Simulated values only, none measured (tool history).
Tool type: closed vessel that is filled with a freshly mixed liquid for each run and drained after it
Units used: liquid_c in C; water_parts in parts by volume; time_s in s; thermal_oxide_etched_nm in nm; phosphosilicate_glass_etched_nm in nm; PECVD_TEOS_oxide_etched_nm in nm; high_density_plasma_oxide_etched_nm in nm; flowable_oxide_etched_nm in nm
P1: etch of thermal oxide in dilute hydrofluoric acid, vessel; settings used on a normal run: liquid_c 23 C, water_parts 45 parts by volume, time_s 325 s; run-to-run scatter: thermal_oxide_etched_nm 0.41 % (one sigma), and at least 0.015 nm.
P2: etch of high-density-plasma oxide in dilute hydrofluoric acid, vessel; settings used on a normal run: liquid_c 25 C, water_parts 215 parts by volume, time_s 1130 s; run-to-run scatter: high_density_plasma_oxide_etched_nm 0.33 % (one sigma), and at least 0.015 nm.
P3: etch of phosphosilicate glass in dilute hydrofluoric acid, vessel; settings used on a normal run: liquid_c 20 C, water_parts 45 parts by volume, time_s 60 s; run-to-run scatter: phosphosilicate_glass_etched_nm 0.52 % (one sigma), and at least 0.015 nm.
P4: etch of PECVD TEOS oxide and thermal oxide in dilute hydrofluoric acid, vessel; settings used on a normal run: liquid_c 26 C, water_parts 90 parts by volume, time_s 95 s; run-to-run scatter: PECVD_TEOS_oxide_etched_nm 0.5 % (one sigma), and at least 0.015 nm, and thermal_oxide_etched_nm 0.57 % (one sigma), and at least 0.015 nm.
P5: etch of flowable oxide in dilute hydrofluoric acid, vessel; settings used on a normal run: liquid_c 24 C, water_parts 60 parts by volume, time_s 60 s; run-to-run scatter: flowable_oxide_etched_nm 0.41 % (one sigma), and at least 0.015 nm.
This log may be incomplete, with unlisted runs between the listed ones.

| run | hour | process | liquid_c | water_parts | time_s | hours since the thermometer was replaced | hours since the hydrofluoric acid flow meter was replaced | thermal_oxide_etched_nm | phosphosilicate_glass_etched_nm | PECVD_TEOS_oxide_etched_nm | high_density_plasma_oxide_etched_nm | flowable_oxide_etched_nm |
|---|---|---|---|---|---|---|---|---|---|---|---|---|
| 1 | 5.6 | P1 | 23 | 45 | 325 | 350.1 | 1939.2 | 35.07 |  |  |  |  |
| 2 | 16 | P1 | 23 | 45 | 325 | 360.5 | 1949.6 | 34.731 |  |  |  |  |
| 3 | 23.8 | P1 | 23 | 45 | 605 | 368.3 | 1957.4 | 65.432 |  |  |  |  |
| 4 | 29.9 | P1 | 19.5 | 45 | 325 | 374.4 | 1963.5 | 29.959 |  |  |  |  |
| 5 | 39.2 | P1 | 23 | 65 | 325 | 383.7 | 1972.8 | 23.408 |  |  |  |  |
| 6 | 49.1 | P1 | 17 | 20 | 325 | 393.6 | 1982.7 | 62.53 |  |  |  |  |
| 7 | 54.5 | P1 | 23 | 45 | 325 | 399 | 1988.1 | 34.952 |  |  |  |  |
| 8 | 61.7 | P3 | 20 | 45 | 110 | 406.2 | 1995.3 |  | 388.2 |  |  |  |
| 9 | 68.3 | P4 | 26 | 90 | 165 | 412.8 | 2001.9 | 9.2068 |  | 36.346 |  |  |
| 10 | 78.8 | P4 | 26 | 20 | 95 | 423.3 | 2012.4 | 26.524 |  | 105.81 |  |  |
| 11 | 86.4 | P1 | 23 | 20 | 325 | 430.9 | 2020 | 81.166 |  |  |  |  |
| 12 | 92.8 | P1 | 23 | 45 | 325 | 437.3 | 2026.4 | 34.721 |  |  |  |  |
| 13 | 103.1 | P4 | 26 | 90 | 95 | 447.6 | 2036.7 | 5.2975 |  | 21.322 |  |  |
| 14 | 108.8 | P3 | 17 | 45 | 60 | 453.3 | 2042.4 |  | 187.54 |  |  |  |
| 15 | 118.1 | P2 | 31.5 | 215 | 1130 | 462.6 | 2051.7 |  |  |  | 39.424 |  |
| 16 | 127.4 | P1 | 23 | 45 | 105 | 471.9 | 2061 | 11.293 |  |  |  |  |
| 17 | 135 | P2 | 25 | 215 | 1130 | 479.5 | 2068.6 |  |  |  | 31.643 |  |
| 18 | 142.3 | P1 | 23 | 45 | 325 | 486.8 | 2075.9 | 34.856 |  |  |  |  |
| 19 | 147.4 | P2 | 25 | 215 | 485 | 491.9 | 2081 |  |  |  | 13.488 |  |
| 20 | 152.9 | P5 | 24 | 60 | 60 | 497.4 | 2086.5 |  |  |  |  | 39.103 |
| 21 | 162.1 | P5 | 24 | 90 | 60 | 506.6 | 2095.7 |  |  |  |  | 25.24 |
| 22 | 170.9 | P2 | 25 | 215 | 1130 | 515.4 | 2104.5 |  |  |  | 31.596 |  |
| 23 | 179.4 | P5 | 24 | 60 | 110 | 523.9 | 2113 |  |  |  |  | 72.461 |
| 24 | 187.4 | P5 | 19 | 60 | 60 | 531.9 | 2121 |  |  |  |  | 32.02 |
| 25 | 198.7 | P2 | 25 | 315 | 1130 | 543.2 | 2132.3 |  |  |  | 19.398 |  |
| 26 | 204.7 | P1 | 28.5 | 45 | 325 | 549.2 | 2138.3 | 43.875 |  |  |  |  |
| 27 | 212.4 | P5 | 24 | 60 | 60 | 556.9 | 2146 |  |  |  |  | 39.351 |
| 28 | 222.9 | P3 | 20 | 45 | 60 | 567.4 | 2156.5 |  | 212.36 |  |  |  |
| 29 | 230 | P4 | 22.5 | 90 | 95 | 574.5 | 2163.6 | 4.5686 |  | 18.147 |  |  |
| 30 | 235.9 | P3 | 20 | 70 | 60 | 580.4 | 2169.5 |  | 133.05 |  |  |  |
| 31 | 246.6 | P1 | 23 | 45 | 325 | 591.1 | 2180.2 | 34.719 |  |  |  |  |
| 32 | 253.2 | P1 | 23 | 45 | 325 | 597.7 | 2186.8 | 34.887 |  |  |  |  |
| 33 | 263.8 | P1 | 23 | 45 | 325 | 608.3 | 2197.4 | 33.144 |  |  |  |  |
| 34 | 269 | P1 | 23 | 45 | 325 | 613.5 | 2202.6 | 32.863 |  |  |  |  |
| 35 | 276.4 | P1 | 23 | 45 | 325 | 620.9 | 2210 | 32.169 |  |  |  |  |
| 36 | 283.2 | P1 | 23 | 45 | 325 | 627.7 | 2216.8 | 31.907 |  |  |  |  |
| 37 | 290 | P1 | 23 | 45 | 325 | 634.5 | 2223.6 | 31.942 |  |  |  |  |
| 38 | 298.8 | P1 | 23 | 45 | 325 | 643.3 | 2232.4 | 31.71 |  |  |  |  |
| 39 | 306 | P1 | 23 | 45 | 325 | 650.5 | 2239.6 | 32.046 |  |  |  |  |
| 40 | 314.3 | P1 | 23 | 45 | 325 | 658.8 | 2247.9 | 31.604 |  |  |  |  |

Something has made what P1 gives creep away from where it was; the 2 causes below, each at its own stated size, fit the log equally well:
A: liquid colder than its thermometer reads (K) = 2.29
B: hydrofluoric acid flow below the setpoint (%) = 8.66
Creep in the process output first set in at about hour 253.2.

The check runs listed below each take one wafer, and their results are still question marks. Under which run would the listed causes lead to clearly different results?
| check 1 | 322.6 | P2 | 28.5 | 215 | 1130 |  |  |  |  |  | ? |  |
| check 2 | 322.6 | P3 | 20 | 65 | 60 |  |  |  | ? |  |  |  |
| check 3 | 322.6 | P4 | 26 | 25 | 95 |  |  | ? |  | ? |  |  |
| check 4 | 322.6 | P5 | 24 | 85 | 100 |  |  |  |  |  |  | ? |

Outcome of each check run for each possible cause:
| check | result | if A | if B |
|---|---|---|---|
| check 1 | high_density_plasma_oxide_etched_nm | 32.962 | 31.879 |
| check 2 | phosphosilicate_glass_etched_nm | 130.56 | 130.48 |
| check 3 | thermal_oxide_etched_nm | 18.862 | 18.894 |
| check 3 | PECVD_TEOS_oxide_etched_nm | 75.481 | 75.61 |
| check 4 | flowable_oxide_etched_nm | 40.875 | 40.549 |
Separation of the two closest causes in each check, using whichever result separates them best: check 1 3.34 %; check 2 0.06 %; check 3 0.17 %; check 4 0.8 %
The causes can be told apart only by check 1. The other checks would give nearly the same results under each of them.

Check 1 has now been run. It gave: high_density_plasma_oxide_etched_nm 33.014 nm. Which of the candidate causes is it?

The correct cause is A, namely: liquid colder than its thermometer reads (K).

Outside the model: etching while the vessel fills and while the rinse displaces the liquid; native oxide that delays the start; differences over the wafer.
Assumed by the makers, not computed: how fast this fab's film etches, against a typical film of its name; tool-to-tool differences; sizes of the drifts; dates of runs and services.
